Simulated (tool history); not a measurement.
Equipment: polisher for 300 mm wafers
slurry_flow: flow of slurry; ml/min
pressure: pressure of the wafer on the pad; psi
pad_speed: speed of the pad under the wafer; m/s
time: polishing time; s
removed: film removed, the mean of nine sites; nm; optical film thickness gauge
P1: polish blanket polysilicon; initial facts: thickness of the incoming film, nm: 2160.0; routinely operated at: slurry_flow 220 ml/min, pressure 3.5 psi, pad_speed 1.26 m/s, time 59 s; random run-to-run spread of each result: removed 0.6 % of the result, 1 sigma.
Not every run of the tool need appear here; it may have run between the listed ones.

| run | day | slurry_flow | pressure | pad_speed | time | removed |
|---|---|---|---|---|---|---|
| 1 | 0.279 | 220 | 3.5 | 1.26 | 59 | 875.72 |
| 2 | 0.583 | 320 | 3.5 | 1.26 | 90 | 1382.7 |
| 3 | 0.825 | 220 | 3.5 | 1.26 | 59 | 871.97 |
| 4 | 1.129 | 220 | 3.5 | 1.26 | 59 | 868.62 |
| 5 | 1.412 | 220 | 3.5 | 1.88 | 59 | 1299.8 |
| 6 | 1.75 | 220 | 4.3 | 1.26 | 37 | 672.53 |
| 7 | 2.004 | 220 | 3.5 | 1.26 | 59 | 871.21 |
| 8 | 2.229 | 145 | 4.7 | 1.26 | 59 | 1107.8 |
| 9 | 2.554 | 220 | 3.5 | 1.26 | 92 | 1361.9 |
| 10 | 2.929 | 220 | 3.5 | 1.26 | 59 | 870.82 |
| 11 | 3.121 | 220 | 3.5 | 1.26 | 29 | 430.31 |
| 12 | 3.446 | 220 | 2.4 | 1.26 | 59 | 596.41 |
| 13 | 3.733 | 130 | 3.5 | 1.26 | 59 | 802.43 |
| 14 | 3.992 | 220 | 3.5 | 0.72 | 59 | 500.66 |
| 15 | 4.179 | 330 | 3.5 | 1.26 | 59 | 909.63 |
| 16 | 4.367 | 220 | 5.4 | 1.26 | 59 | 1347.9 |
| 17 | 4.75 | 220 | 3.5 | 1.26 | 59 | 868.71 |
| 18 | 5.021 | 220 | 3.5 | 1.26 | 59 | 860.65 |
| 19 | 5.342 | 220 | 3.5 | 1.26 | 59 | 847.73 |
| 20 | 5.625 | 220 | 3.5 | 1.26 | 59 | 829.88 |
| 21 | 6.021 | 220 | 3.5 | 1.26 | 59 | 817.2 |
|  | 6.038 | worn pad replaced by a new one |
| 22 | 6.312 | 220 | 3.5 | 1.26 | 59 | 809.98 |
| 23 | 6.533 | 220 | 3.5 | 1.26 | 59 | 808.15 |
| 24 | 6.712 | 220 | 3.5 | 1.26 | 59 | 804.69 |
| 25 | 6.971 | 220 | 3.5 | 1.26 | 59 | 813.31 |
| 26 | 7.292 | 220 | 3.5 | 1.26 | 59 | 807.09 |

The log shows P1 creeping away from where it was. Any of the 2 causes listed here, at the size stated for it, fits the log just as well as the others:
A: slurry flow missing at the pad, % = 39.8
B: head's pressure below its setpoint, % = 7.55
The process output started creeping at around day 4.75.
What rules out each remaining cause:
removal rate lost through wear of the pad, %: serviced after onset, at day 6.038, with no recovery of the prior output

Which of the 4 check runs listed below separates the causes, so that each cause would produce a clearly different result? Each run uses one wafer, and its results are marked with question marks.
| check 1 | 7.612 | 220 | 3.5 | 1.66 | 59 | ? |
| check 2 | 7.612 | 220 | 2.6 | 1.26 | 59 | ? |
| check 3 | 7.612 | 220 | 3.5 | 1.64 | 59 | ? |
| check 4 | 7.612 | 135 | 3.5 | 1.26 | 59 | ? |

Check results expected under each cause:
| check | result | if A | if B |
|---|---|---|---|
| check 1 | removed | 1063.9 | 1063.9 |
| check 2 | removed | 599.91 | 599.9 |
| check 3 | removed | 1051.1 | 1051.1 |
| check 4 | removed | 717.21 | 749.35 |
Distance between the nearest two causes, measured in the result of the check that separates them most: check 1 0 %; check 2 0 %; check 3 0 %; check 4 4.38 %
Of the check runs offered, only check 4 discriminates between the causes; the rest would read about the same regardless of which cause applies.

With check 4 done, the readings were: removed 714.09 nm. Identify which of the listed causes applies.

Of the candidate causes, it is A: slurry flow missing at the pad, %.
